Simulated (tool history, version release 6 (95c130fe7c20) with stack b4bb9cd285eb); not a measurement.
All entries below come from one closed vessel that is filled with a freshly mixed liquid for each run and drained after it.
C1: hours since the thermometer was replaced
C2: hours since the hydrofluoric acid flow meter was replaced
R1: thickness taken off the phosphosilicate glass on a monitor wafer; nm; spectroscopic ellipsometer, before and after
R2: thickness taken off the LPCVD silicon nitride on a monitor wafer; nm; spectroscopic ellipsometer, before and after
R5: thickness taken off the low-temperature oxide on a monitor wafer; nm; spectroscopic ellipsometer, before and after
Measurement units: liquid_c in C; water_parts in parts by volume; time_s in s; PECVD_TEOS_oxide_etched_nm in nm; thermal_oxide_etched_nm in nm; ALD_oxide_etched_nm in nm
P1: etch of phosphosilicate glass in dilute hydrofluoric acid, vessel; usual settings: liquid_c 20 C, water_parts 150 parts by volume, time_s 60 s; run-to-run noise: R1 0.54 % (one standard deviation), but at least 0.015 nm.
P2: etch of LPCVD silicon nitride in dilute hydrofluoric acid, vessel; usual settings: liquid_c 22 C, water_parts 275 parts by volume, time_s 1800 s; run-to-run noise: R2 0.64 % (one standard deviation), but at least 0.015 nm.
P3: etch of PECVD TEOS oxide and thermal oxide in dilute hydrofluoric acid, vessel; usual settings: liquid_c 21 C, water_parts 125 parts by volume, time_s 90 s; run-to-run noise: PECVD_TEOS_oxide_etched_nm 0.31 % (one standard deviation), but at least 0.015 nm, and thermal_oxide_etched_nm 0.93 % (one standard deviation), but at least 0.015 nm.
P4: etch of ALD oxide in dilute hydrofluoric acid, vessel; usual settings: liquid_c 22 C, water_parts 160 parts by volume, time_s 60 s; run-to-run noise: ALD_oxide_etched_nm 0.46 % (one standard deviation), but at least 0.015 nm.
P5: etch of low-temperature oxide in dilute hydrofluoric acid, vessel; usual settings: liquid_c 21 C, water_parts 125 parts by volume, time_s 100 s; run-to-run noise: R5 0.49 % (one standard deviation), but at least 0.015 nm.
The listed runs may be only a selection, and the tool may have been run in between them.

run 1 hour=14.7 | process=P1 liquid_c=20 water_parts=150 time_s=60 | C1=289.6 C2=1334.2 | R1=24.05
run 2 hour=26.1 | process=P2 liquid_c=22 water_parts=275 time_s=3390 | C1=301 C2=1345.6 | R2=6.2592
run 3 hour=39.2 | process=P3 liquid_c=21 water_parts=30 time_s=90 | C1=314.1 C2=1358.7 | PECVD_TEOS_oxide_etched_nm=53.038 thermal_oxide_etched_nm=14.428
run 4 hour=51.9 | process=P5 liquid_c=21 water_parts=125 time_s=170 | C1=326.8 C2=1371.4 | R5=12.553
run 5 hour=65.6 | process=P5 liquid_c=21 water_parts=125 time_s=100 | C1=340.5 C2=1385.1 | R5=7.337
run 6 hour=73.5 | process=P3 liquid_c=21 water_parts=125 time_s=30 | C1=348.4 C2=1393 | PECVD_TEOS_oxide_etched_nm=3.8037 thermal_oxide_etched_nm=1.0372
run 7 hour=87.4 | process=P4 liquid_c=22 water_parts=160 time_s=60 | C1=362.3 C2=1406.9 | ALD_oxide_etched_nm=7.8033
run 8 hour=100.2 | process=P1 liquid_c=20 water_parts=210 time_s=60 | C1=375.1 C2=1419.7 | R1=16.05
run 9 hour=113.7 | process=P5 liquid_c=21 water_parts=70 time_s=100 | C1=388.6 C2=1433.2 | R5=14.121
run 10 hour=121.9 | process=P1 liquid_c=20 water_parts=150 time_s=60 | C1=396.8 C2=1441.4 | R1=23.929
run 11 hour=134.5 | process=P1 liquid_c=20 water_parts=80 time_s=60 | C1=409.4 C2=1454 | R1=47.826
run 12 hour=146.2 | process=P3 liquid_c=17 water_parts=125 time_s=90 | C1=421.1 C2=1465.7 | PECVD_TEOS_oxide_etched_nm=9.7006 thermal_oxide_etched_nm=2.5908
run 13 hour=159.6 | process=P4 liquid_c=27.5 water_parts=160 time_s=60 | C1=434.5 C2=1479.1 | ALD_oxide_etched_nm=9.7695
run 14 hour=167.1 | process=P1 liquid_c=20 water_parts=150 time_s=30 | C1=442 C2=1486.6 | R1=12.022
run 15 hour=178.4 | process=P1 liquid_c=20 water_parts=150 time_s=105 | C1=453.3 C2=1497.9 | R1=41.741
run 16 hour=190.2 | process=P4 liquid_c=22 water_parts=160 time_s=60 | C1=465.1 C2=1509.7 | ALD_oxide_etched_nm=7.9333
run 17 hour=199.5 | process=P1 liquid_c=17 water_parts=95 time_s=60 | C1=474.4 C2=1519 | R1=35.317
run 18 hour=208.4 | process=P1 liquid_c=17 water_parts=150 time_s=60 | C1=483.3 C2=1527.9 | R1=20.957
run 19 hour=222.9 | process=P2 liquid_c=22 water_parts=275 time_s=1800 | C1=497.8 C2=1542.4 | R2=3.3284
run 20 hour=234 | process=P4 liquid_c=22 water_parts=270 time_s=60 | C1=508.9 C2=1553.5 | ALD_oxide_etched_nm=4.1846
run 21 hour=248.7 | process=P2 liquid_c=18 water_parts=275 time_s=1800 | C1=523.6 C2=1568.2 | R2=2.5663
run 22 hour=262.4 | process=P1 liquid_c=17 water_parts=150 time_s=110 | C1=537.3 C2=1581.9 | R1=38.534
run 23 hour=270.3 | process=P5 liquid_c=26 water_parts=125 time_s=100 | C1=545.2 C2=1589.8 | R5=9.0731
run 24 hour=283 | process=P3 liquid_c=21 water_parts=125 time_s=90 | C1=557.9 C2=1602.5 | PECVD_TEOS_oxide_etched_nm=11.418 thermal_oxide_etched_nm=2.9796
run 25 hour=295.1 | process=P1 liquid_c=20 water_parts=70 time_s=30 | C1=570 C2=1614.6 | R1=27.773
run 26 hour=305.6 | process=P1 liquid_c=20 water_parts=150 time_s=60 | C1=580.5 C2=1625.1 | R1=23.698
run 27 hour=317.7 | process=P1 liquid_c=20 water_parts=150 time_s=60 | C1=592.6 C2=1637.2 | R1=23.91
run 28 hour=333.1 | process=P4 liquid_c=22 water_parts=160 time_s=105 | C1=608 C2=1652.6 | ALD_oxide_etched_nm=13.823
run 29 hour=344.3 | process=P1 liquid_c=20 water_parts=150 time_s=60 | C1=619.2 C2=1663.8 | R1=23.961
run 30 hour=358.8 | process=P2 liquid_c=22 water_parts=65 time_s=1800 | C1=633.7 C2=1678.3 | R2=13.657
run 31 hour=368.2 | process=P1 liquid_c=28 water_parts=150 time_s=60 | C1=643.1 C2=1687.7 | R1=32.215
run 32 hour=376.4 | process=P1 liquid_c=20 water_parts=150 time_s=60 | C1=651.3 C2=1695.9 | R1=23.393
run 33 hour=390.2 | process=P1 liquid_c=20 water_parts=150 time_s=60 | C1=665.1 C2=1709.7 | R1=23.173
run 34 hour=402 | process=P1 liquid_c=20 water_parts=150 time_s=60 | C1=676.9 C2=1721.5 | R1=22.944
run 35 hour=416.9 | process=P1 liquid_c=20 water_parts=150 time_s=60 | C1=691.8 C2=1736.4 | R1=22.555
run 36 hour=425.7 | process=P1 liquid_c=20 water_parts=150 time_s=60 | C1=700.6 C2=1745.2 | R1=22.67
run 37 hour=440.3 | process=P1 liquid_c=20 water_parts=150 time_s=60 | C1=715.2 C2=1759.8 | R1=22.301
run 38 hour=455.3 | process=P1 liquid_c=20 water_parts=150 time_s=60 | C1=730.2 C2=1774.8 | R1=22.272
run 39 hour=469 | process=P1 liquid_c=20 water_parts=150 time_s=60 | C1=743.9 C2=1788.5 | R1=22.187
run 40 hour=481.9 | process=P1 liquid_c=20 water_parts=150 time_s=60 | C1=756.8 C2=1801.4 | R1=22.298
run 41 hour=495.9 | process=P1 liquid_c=20 water_parts=150 time_s=60 | C1=770.8 C2=1815.4 | R1=22.149
run 42 hour=509.7 | process=P1 liquid_c=20 water_parts=150 time_s=60 | C1=784.6 C2=1829.2 | R1=22.056

The log shows P1 creeping away from where it was. Any of the 2 causes listed here, at the size stated for it, fits the log just as well as the others:
A: liquid colder than its thermometer reads (K) = 1.75
B: hydrofluoric acid flow below the setpoint (%) = 5.85
Onset of the creep was near hour 376.4.

4 check runs are offered, each on 2 wafers whose results are averaged, their results left as question marks. Which one tells the causes apart?
run check 1 hour=523.5 | process=P4 liquid_c=22 water_parts=160 time_s=60 | ALD_oxide_etched_nm=?
run check 2 hour=523.5 | process=P5 liquid_c=21 water_parts=125 time_s=100 | R5=?
run check 3 hour=523.5 | process=P2 liquid_c=22 water_parts=275 time_s=1800 | R2=?
run check 4 hour=523.5 | process=P3 liquid_c=21 water_parts=125 time_s=90 | PECVD_TEOS_oxide_etched_nm=? thermal_oxide_etched_nm=?

What every check run would give for each of its results, assuming each possible cause in turn:
check=check_1 result=ALD_oxide_etched_nm if_A=7.3902 if_B=7.3719
check=check_2 result=R5 if_A=6.8653 if_B=6.8779
check=check_3 result=R2 if_A=2.9538 if_B=3.1108
check=check_4 result=PECVD_TEOS_oxide_etched_nm if_A=10.633 if_B=10.653
check=check_4 result=thermal_oxide_etched_nm if_A=2.843 if_B=2.8482
How far apart the two closest causes lie, in the result that separates them most: check 1 0.25 %; check 2 0.18 %; check 3 5.18 %; check 4 0.18 %
Only check 3 tells the causes apart: in the others they would give nearly the same result.

Running check 3 produced the following: R2 2.982 nm. Which one of the listed causes fits?

The cause is A: liquid colder than its thermometer reads (K).
